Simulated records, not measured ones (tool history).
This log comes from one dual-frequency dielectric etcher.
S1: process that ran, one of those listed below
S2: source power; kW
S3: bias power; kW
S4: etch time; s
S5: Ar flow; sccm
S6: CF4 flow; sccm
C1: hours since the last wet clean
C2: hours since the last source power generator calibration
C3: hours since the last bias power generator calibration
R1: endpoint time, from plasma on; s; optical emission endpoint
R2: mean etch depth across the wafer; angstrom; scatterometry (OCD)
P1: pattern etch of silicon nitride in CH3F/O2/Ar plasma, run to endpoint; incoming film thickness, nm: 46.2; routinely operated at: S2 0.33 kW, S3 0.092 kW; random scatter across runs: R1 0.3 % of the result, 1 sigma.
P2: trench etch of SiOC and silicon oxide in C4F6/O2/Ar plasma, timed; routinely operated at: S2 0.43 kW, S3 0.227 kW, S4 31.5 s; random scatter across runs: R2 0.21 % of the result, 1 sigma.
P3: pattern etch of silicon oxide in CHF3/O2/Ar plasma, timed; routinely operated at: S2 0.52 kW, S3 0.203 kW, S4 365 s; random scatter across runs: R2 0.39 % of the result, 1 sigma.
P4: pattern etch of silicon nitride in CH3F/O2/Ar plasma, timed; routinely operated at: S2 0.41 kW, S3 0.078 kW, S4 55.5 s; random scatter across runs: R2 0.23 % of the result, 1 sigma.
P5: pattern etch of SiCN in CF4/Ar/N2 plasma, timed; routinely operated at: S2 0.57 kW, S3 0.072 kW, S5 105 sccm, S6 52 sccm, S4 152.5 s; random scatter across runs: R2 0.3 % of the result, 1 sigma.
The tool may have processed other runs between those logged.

run 1 hour=5.4 | S1=P1 S2=0.33 S3=0.092 | C1=275.1 C2=866 C3=774.5 | R1=65.995
run 2 hour=12 | S1=P2 S2=0.43 S3=0.131 S4=31.5 | C1=281.7 C2=872.6 C3=781.1 | R2=585.17
run 3 hour=17.1 | S1=P3 S2=0.36 S3=0.203 S4=365 | C1=286.8 C2=877.7 C3=786.2 | R2=6064.8
run 4 hour=23.4 | S1=P4 S2=0.41 S3=0.1 S4=55.5 | C1=293.1 C2=884 C3=792.5 | R2=430.23
run 5 hour=27.6 | S1=P5 S2=0.57 S3=0.072 S4=111.5 S5=105 S6=52 | C1=297.3 C2=888.2 C3=796.7 | R2=1091.8
run 6 hour=32.9 | S1=P4 S2=0.41 S3=0.078 S4=39.5 | C1=302.6 C2=893.5 C3=802 | R2=281.88
-- hour=36.1 wet clean of the chamber
run 7 hour=40.2 | S1=P1 S2=0.43 S3=0.092 | C1=4.2 C2=900.8 C3=809.3 | R1=59.476
run 8 hour=45.3 | S1=P2 S2=0.57 S3=0.227 S4=31.5 | C1=9.3 C2=905.9 C3=814.4 | R2=780.31
-- hour=46.4 bias power generator calibrated
run 9 hour=52.3 | S1=P5 S2=0.57 S3=0.072 S4=152.5 S5=105 S6=68 | C1=16.3 C2=912.9 C3=6 | R2=1552.7
run 10 hour=58.6 | S1=P5 S2=0.57 S3=0.072 S4=152.5 S5=105 S6=52 | C1=22.6 C2=919.2 C3=12.3 | R2=1484.7
run 11 hour=62.7 | S1=P4 S2=0.54 S3=0.078 S4=55.5 | C1=26.7 C2=923.3 C3=16.4 | R2=437.07
run 12 hour=66.5 | S1=P1 S2=0.33 S3=0.092 | C1=30.5 C2=927.1 C3=20.2 | R1=65.792
run 13 hour=70.2 | S1=P4 S2=0.41 S3=0.078 S4=55.5 | C1=34.2 C2=930.8 C3=23.9 | R2=395.97
run 14 hour=74.8 | S1=P5 S2=0.57 S3=0.072 S4=152.5 S5=73 S6=52 | C1=38.8 C2=935.4 C3=28.5 | R2=1578.3
run 15 hour=81.4 | S1=P1 S2=0.33 S3=0.092 | C1=45.4 C2=942 C3=35.1 | R1=65.772
run 16 hour=87.6 | S1=P4 S2=0.41 S3=0.078 S4=55.5 | C1=51.6 C2=948.2 C3=41.3 | R2=395.62
run 17 hour=93.9 | S1=P1 S2=0.26 S3=0.115 | C1=57.9 C2=954.5 C3=47.6 | R1=65.639
run 18 hour=98.1 | S1=P2 S2=0.43 S3=0.227 S4=24.5 | C1=62.1 C2=958.7 C3=51.8 | R2=541.17
run 19 hour=105.2 | S1=P3 S2=0.52 S3=0.203 S4=250.5 | C1=69.2 C2=965.8 C3=58.9 | R2=4778.9
run 20 hour=109.3 | S1=P1 S2=0.33 S3=0.092 | C1=73.3 C2=969.9 C3=63 | R1=65.666
run 21 hour=116.5 | S1=P2 S2=0.43 S3=0.227 S4=31.5 | C1=80.5 C2=977.1 C3=70.2 | R2=693.75
run 22 hour=121.9 | S1=P1 S2=0.33 S3=0.059 | C1=85.9 C2=982.5 C3=75.6 | R1=77.004
run 23 hour=127.2 | S1=P5 S2=0.39 S3=0.072 S4=152.5 S5=105 S6=52 | C1=91.2 C2=987.8 C3=80.9 | R2=1068.2
run 24 hour=133.2 | S1=P1 S2=0.33 S3=0.131 | C1=97.2 C2=993.8 C3=86.9 | R1=57.464
run 25 hour=140 | S1=P1 S2=0.33 S3=0.092 | C1=104 C2=1000.6 C3=93.7 | R1=65.671
run 26 hour=145.8 | S1=P1 S2=0.25 S3=0.117 | C1=109.8 C2=1006.4 C3=99.5 | R1=66.03
run 27 hour=151.5 | S1=P3 S2=0.52 S3=0.203 S4=365 | C1=115.5 C2=1012.1 C3=105.2 | R2=6996.4
run 28 hour=158.2 | S1=P3 S2=0.52 S3=0.264 S4=365 | C1=122.2 C2=1018.8 C3=111.9 | R2=7658.6
run 29 hour=162.7 | S1=P5 S2=0.57 S3=0.089 S4=152.5 S5=105 S6=52 | C1=126.7 C2=1023.3 C3=116.4 | R2=1614.8
run 30 hour=169.3 | S1=P1 S2=0.21 S3=0.092 | C1=133.3 C2=1029.9 C3=123 | R1=78.125
run 31 hour=176.2 | S1=P1 S2=0.4 S3=0.118 | C1=140.2 C2=1036.8 C3=129.9 | R1=55.641
run 32 hour=179.8 | S1=P3 S2=0.52 S3=0.203 S4=365 | C1=143.8 C2=1040.4 C3=133.5 | R2=7006.4
run 33 hour=186 | S1=P1 S2=0.33 S3=0.092 | C1=150 C2=1046.6 C3=139.7 | R1=65.54
run 34 hour=193.2 | S1=P1 S2=0.33 S3=0.092 | C1=157.2 C2=1053.8 C3=146.9 | R1=65.183
run 35 hour=198.6 | S1=P1 S2=0.33 S3=0.092 | C1=162.6 C2=1059.2 C3=152.3 | R1=64.737
run 36 hour=203.8 | S1=P1 S2=0.33 S3=0.092 | C1=167.8 C2=1064.4 C3=157.5 | R1=64.723
-- hour=206.5 wet clean of the chamber
run 37 hour=208.7 | S1=P1 S2=0.33 S3=0.092 | C1=2.3 C2=1069.3 C3=162.4 | R1=64.731
run 38 hour=212.5 | S1=P1 S2=0.33 S3=0.092 | C1=6.1 C2=1073.1 C3=166.2 | R1=64.834
run 39 hour=219.3 | S1=P1 S2=0.33 S3=0.092 | C1=12.9 C2=1079.9 C3=173 | R1=64.651

Something has made what P1 gives creep away from where it was; the 2 causes below, each at its own stated size, fit the log equally well:
A: bias power that arrives over what is set, % = 4.24
B: source power that arrives over what is set, % = 4.18
Creep in the process output first set in at about hour 186.
Ruled out, with reasons:
chamber walls in a state that raises the etch rate, %: serviced at hour 206.5, after the change had begun; the process did not return to its earlier output

Each of the check runs listed below is run on 2 wafers and reports their average, with the results left as question marks. Pick the one under which the possible causes would lead to clearly different results.
run check 1 hour=226.1 | S1=P4 S2=0.41 S3=0.078 S4=55.5 | R2=?
run check 2 hour=226.1 | S1=P3 S2=0.52 S3=0.203 S4=365 | R2=?
run check 3 hour=226.1 | S1=P5 S2=0.57 S3=0.072 S4=152.5 S5=105 S6=52 | R2=?
run check 4 hour=226.1 | S1=P2 S2=0.43 S3=0.227 S4=31.5 | R2=?

If the cause were each of the candidates in turn, the checks would give the following:
check=check_1 result=R2 if_A=400.32 if_B=400.7
check=check_2 result=R2 if_A=7082.6 if_B=7089.9
check=check_3 result=R2 if_A=1511.2 if_B=1542.9
check=check_4 result=R2 if_A=705.94 if_B=707.34
Per-check spread between the two closest causes, in the result where they differ most: check 1 0.1 %; check 2 0.1 %; check 3 2.08 %; check 4 0.2 %
The other checks would show nearly matching results whichever cause is true, so check 3 is the only one that separates the causes.

Check 3 was carried out, with these results: R2 1512.5 angstrom. Which of the listed causes is responsible?

It was cause A: bias power that arrives over what is set, %.
